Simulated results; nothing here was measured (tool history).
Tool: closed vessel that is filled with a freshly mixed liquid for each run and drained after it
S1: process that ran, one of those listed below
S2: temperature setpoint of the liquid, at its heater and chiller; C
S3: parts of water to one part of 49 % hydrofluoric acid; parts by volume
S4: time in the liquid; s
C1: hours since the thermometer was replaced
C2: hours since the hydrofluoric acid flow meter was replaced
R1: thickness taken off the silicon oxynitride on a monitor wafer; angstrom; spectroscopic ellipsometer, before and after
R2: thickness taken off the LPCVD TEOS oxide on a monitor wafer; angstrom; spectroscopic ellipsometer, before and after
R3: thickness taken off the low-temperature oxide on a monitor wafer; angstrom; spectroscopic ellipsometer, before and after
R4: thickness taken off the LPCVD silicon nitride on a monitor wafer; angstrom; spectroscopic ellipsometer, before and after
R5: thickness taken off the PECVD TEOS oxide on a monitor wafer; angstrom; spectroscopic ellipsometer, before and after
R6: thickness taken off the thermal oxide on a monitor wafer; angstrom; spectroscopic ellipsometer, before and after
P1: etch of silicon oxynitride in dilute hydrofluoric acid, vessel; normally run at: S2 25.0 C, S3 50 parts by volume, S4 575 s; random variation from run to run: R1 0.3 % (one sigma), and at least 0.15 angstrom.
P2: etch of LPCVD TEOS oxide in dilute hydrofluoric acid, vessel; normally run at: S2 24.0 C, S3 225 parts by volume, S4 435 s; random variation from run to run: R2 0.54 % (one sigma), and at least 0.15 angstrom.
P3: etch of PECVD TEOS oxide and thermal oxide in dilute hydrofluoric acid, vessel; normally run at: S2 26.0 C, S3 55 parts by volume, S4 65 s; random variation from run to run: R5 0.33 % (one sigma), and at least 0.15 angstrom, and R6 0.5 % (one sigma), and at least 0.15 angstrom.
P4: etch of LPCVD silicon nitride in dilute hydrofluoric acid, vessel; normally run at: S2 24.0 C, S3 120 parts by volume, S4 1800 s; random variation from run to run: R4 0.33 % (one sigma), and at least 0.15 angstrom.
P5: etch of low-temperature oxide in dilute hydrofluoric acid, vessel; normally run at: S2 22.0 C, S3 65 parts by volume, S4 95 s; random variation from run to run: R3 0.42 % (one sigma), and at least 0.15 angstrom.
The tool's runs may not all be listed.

run   hour  S1    S2   S3    S4     C1     C2       R1        R2       R3       R4      R5       R6
  1    3.9  P1  25.0   50   575  338.0  320.1  322.410
  2    8.8  P2  17.5  225   435  342.9  325.0            224.250
  3   16.3  P1  25.0   25   575  350.4  332.5  657.880
  4   22.6  P1  30.0   50   870  356.7  338.8  619.370
  5   28.4  P5  22.0   65    95  362.5  344.6                     174.060
  6   33.3  P5  22.0   65    30  367.4  349.5                      55.178
  7   39.3  P1  20.0   50    45  373.4  355.5   19.719
  8   44.2  P2  24.0  225   435  378.3  360.4            289.060
  9   48.4  P4  24.0  120  1800  382.5  364.6                              71.4570
      51.2  -- hydrofluoric acid flow meter replaced
 10   52.7  P1  25.0   50   575  386.8    1.6  321.070
 11   56.3  P3  18.0   55    65  390.4    5.2                                       197.19   46.485
 12   62.7  P1  25.0   50  1050  396.8   11.6  591.910
 13   65.9  P1  25.0   50   575  400.0   14.8  321.750
 14   72.1  P4  17.0  120  1800  406.2   21.0                              44.9560
 15   76.9  P3  26.0   20    65  411.0   25.8                                       804.45  187.490
      78.6  -- thermometer replaced
 16   81.5  P1  25.0   50   575    2.9   30.4  322.230
 17   87.1  P2  24.0  225   435    8.5   36.0            286.070
 18   91.2  P1  25.0   50   185   12.6   40.1  104.710
 19   96.2  P3  26.0   55    65   17.6   45.1                                       276.09   64.257
 20  102.3  P3  26.0   55    30   23.7   51.2                                       127.29   29.701
 21  107.7  P1  25.0   50   575   29.1   56.6  322.270
 22  113.8  P1  25.0   50   575   35.2   62.7  322.640
 23  119.9  P2  24.0   50   435   41.3   68.8           1577.200
 24  124.4  P1  18.0   50   575   45.8   73.3  227.980
 25  128.5  P1  31.5   50   575   49.9   77.4  439.580
 26  133.2  P5  22.0   65    95   54.6   82.1                     174.300
 27  137.7  P2  24.0  225    30   59.1   86.6             19.651
 28  144.6  P1  25.0   70   575   66.0   93.5  224.850
 29  151.7  P4  24.0  120   175   73.1  100.6                               7.2336
 30  156.2  P5  22.0  100    95   77.6  105.1                     109.380
 31  163.0  P5  17.0   65    95   84.4  111.9                     141.430
 32  168.7  P4  24.0  220  1800   90.1  117.6                              39.4660
 33  174.7  P3  26.0   55    65   96.1  123.6                                       277.49   64.654
 34  180.4  P1  25.0   50   575  101.8  129.3  324.680
 35  185.5  P1  25.0   50   575  106.9  134.4  331.470
 36  191.2  P1  25.0   50   575  112.6  140.1  338.700
 37  195.1  P1  25.0   50   575  116.5  144.0  341.810
 38  202.2  P1  25.0   50   575  123.6  151.1  343.720
 39  208.4  P1  25.0   50   575  129.8  157.3  344.900
 40  215.0  P1  25.0   50   575  136.4  163.9  345.570
 41  218.3  P1  25.0   50   575  139.7  167.2  346.240

What P1 gives has crept away from where it was. These 2 causes fit the log equally well, each at the size given:
A: hydrofluoric acid flow above the setpoint (%) = 7.12
B: liquid hotter than its thermometer reads (K) = 1.49
The creep began at about hour 180.4.

4 check runs are offered, one wafer each, their results left as question marks. Which one tells the causes apart?
check 1  221.6  P4  18.0  120  1800                       ?
check 2  221.6  P2  20.0   50   435               ?
check 3  221.6  P5  17.0   65    30                   ?
check 4  221.6  P3  19.0   20    65                           ?   ?

What each check would give under each cause:
  check  result      if A      if B
check 1      R4   51.4060   53.2370
check 2      R2  1444.900  1430.800
check 3      R3    47.991    47.527
check 4      R5    634.14    630.65
check 4      R6   149.000   148.180
How far apart the two closest causes lie, in the result that separates them most: check 1 3.5 %; check 2 0.98 %; check 3 0.97 %; check 4 0.55 %
Check 1 tells the causes apart: in the others they would give nearly the same result.

Check 1 was then run and gave: R4 53.4280 angstrom. Which cause is it?

It is B: liquid hotter than its thermometer reads (K).
